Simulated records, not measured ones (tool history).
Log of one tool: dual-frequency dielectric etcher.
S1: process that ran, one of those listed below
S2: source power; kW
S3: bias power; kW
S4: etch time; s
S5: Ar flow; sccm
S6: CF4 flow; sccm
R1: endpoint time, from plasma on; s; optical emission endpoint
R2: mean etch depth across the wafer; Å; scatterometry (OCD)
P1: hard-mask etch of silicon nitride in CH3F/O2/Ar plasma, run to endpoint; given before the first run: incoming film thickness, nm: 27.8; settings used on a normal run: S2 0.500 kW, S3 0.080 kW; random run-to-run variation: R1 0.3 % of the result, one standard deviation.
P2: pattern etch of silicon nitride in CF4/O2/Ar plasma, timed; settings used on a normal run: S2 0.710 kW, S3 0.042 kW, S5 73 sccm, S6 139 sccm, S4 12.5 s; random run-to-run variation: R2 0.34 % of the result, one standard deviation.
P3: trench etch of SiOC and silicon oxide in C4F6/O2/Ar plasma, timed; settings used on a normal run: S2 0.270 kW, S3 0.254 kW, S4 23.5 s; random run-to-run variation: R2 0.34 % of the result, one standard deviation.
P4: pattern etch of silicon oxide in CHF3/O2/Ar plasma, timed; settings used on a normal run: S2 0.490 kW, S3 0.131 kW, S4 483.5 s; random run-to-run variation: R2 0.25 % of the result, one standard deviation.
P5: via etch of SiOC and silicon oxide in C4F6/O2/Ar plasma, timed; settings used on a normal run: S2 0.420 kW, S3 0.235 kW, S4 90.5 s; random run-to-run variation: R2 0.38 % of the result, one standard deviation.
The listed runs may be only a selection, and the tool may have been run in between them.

run 1 hour=3.7 | S1=P1 S2=0.500 S3=0.080 | R1=34.348
run 2 hour=10.6 | S1=P5 S2=0.420 S3=0.235 S4=90.5 | R2=1135.20
run 3 hour=16.3 | S1=P1 S2=0.500 S3=0.080 | R1=34.266
run 4 hour=23.3 | S1=P2 S2=0.710 S3=0.042 S4=7.5 S5=73 S6=139 | R2=196.83
run 5 hour=29.2 | S1=P1 S2=0.500 S3=0.080 | R1=34.288
run 6 hour=32.3 | S1=P4 S2=0.490 S3=0.131 S4=643.5 | R2=10569.00
run 7 hour=37.9 | S1=P2 S2=0.710 S3=0.027 S4=12.5 S5=73 S6=139 | R2=287.29
run 8 hour=41.9 | S1=P1 S2=0.590 S3=0.049 | R1=37.675
run 9 hour=47.8 | S1=P2 S2=0.710 S3=0.042 S4=12.5 S5=73 S6=165 | R2=334.69
run 10 hour=54.3 | S1=P1 S2=0.500 S3=0.080 | R1=34.426
run 11 hour=60.8 | S1=P4 S2=0.490 S3=0.161 S4=483.5 | R2=8539.90
run 12 hour=67.8 | S1=P5 S2=0.570 S3=0.235 S4=90.5 | R2=1274.90
run 13 hour=74.0 | S1=P3 S2=0.270 S3=0.152 S4=23.5 | R2=375.44
run 14 hour=77.3 | S1=P2 S2=0.710 S3=0.042 S4=12.5 S5=87 S6=139 | R2=321.38
run 15 hour=81.5 | S1=P1 S2=0.500 S3=0.102 | R1=31.461
-- hour=85.3 source power generator calibrated
run 16 hour=85.6 | S1=P1 S2=0.630 S3=0.098 | R1=29.404
run 17 hour=90.0 | S1=P5 S2=0.420 S3=0.235 S4=61.5 | R2=773.11
run 18 hour=94.6 | S1=P1 S2=0.700 S3=0.080 | R1=30.291
run 19 hour=97.9 | S1=P5 S2=0.420 S3=0.327 S4=90.5 | R2=1265.20
run 20 hour=104.2 | S1=P3 S2=0.270 S3=0.254 S4=13.0 | R2=244.11
run 21 hour=110.4 | S1=P3 S2=0.270 S3=0.254 S4=23.5 | R2=442.83
run 22 hour=115.6 | S1=P1 S2=0.500 S3=0.080 | R1=34.255
run 23 hour=120.7 | S1=P4 S2=0.310 S3=0.131 S4=483.5 | R2=6630.90
run 24 hour=124.1 | S1=P3 S2=0.210 S3=0.254 S4=23.5 | R2=403.62
run 25 hour=130.5 | S1=P1 S2=0.500 S3=0.060 | R1=37.955
run 26 hour=134.1 | S1=P4 S2=0.490 S3=0.131 S4=483.5 | R2=7983.00
run 27 hour=140.1 | S1=P2 S2=0.940 S3=0.042 S4=12.5 S5=73 S6=139 | R2=421.83
run 28 hour=146.8 | S1=P3 S2=0.270 S3=0.254 S4=23.5 | R2=445.65
run 29 hour=151.8 | S1=P1 S2=0.660 S3=0.111 | R1=27.593
run 30 hour=155.3 | S1=P2 S2=0.710 S3=0.042 S4=12.5 S5=73 S6=139 | R2=328.04
run 31 hour=158.4 | S1=P1 S2=0.400 S3=0.080 | R1=37.383
run 32 hour=164.7 | S1=P1 S2=0.500 S3=0.080 | R1=34.226
run 33 hour=168.3 | S1=P1 S2=0.500 S3=0.080 | R1=34.301
run 34 hour=172.3 | S1=P1 S2=0.500 S3=0.080 | R1=34.621
run 35 hour=175.8 | S1=P1 S2=0.500 S3=0.080 | R1=34.663
run 36 hour=182.2 | S1=P1 S2=0.500 S3=0.080 | R1=34.751
run 37 hour=189.3 | S1=P1 S2=0.500 S3=0.080 | R1=34.574
run 38 hour=196.4 | S1=P1 S2=0.500 S3=0.080 | R1=34.756

The next listed run, before its measurement:
-- hour=199.4 wet clean of the chamber
run 39 hour=201.4 | S1=P1 S2=0.500 S3=0.080 | R1=?

Run 39 yielded R1 34.799 s.
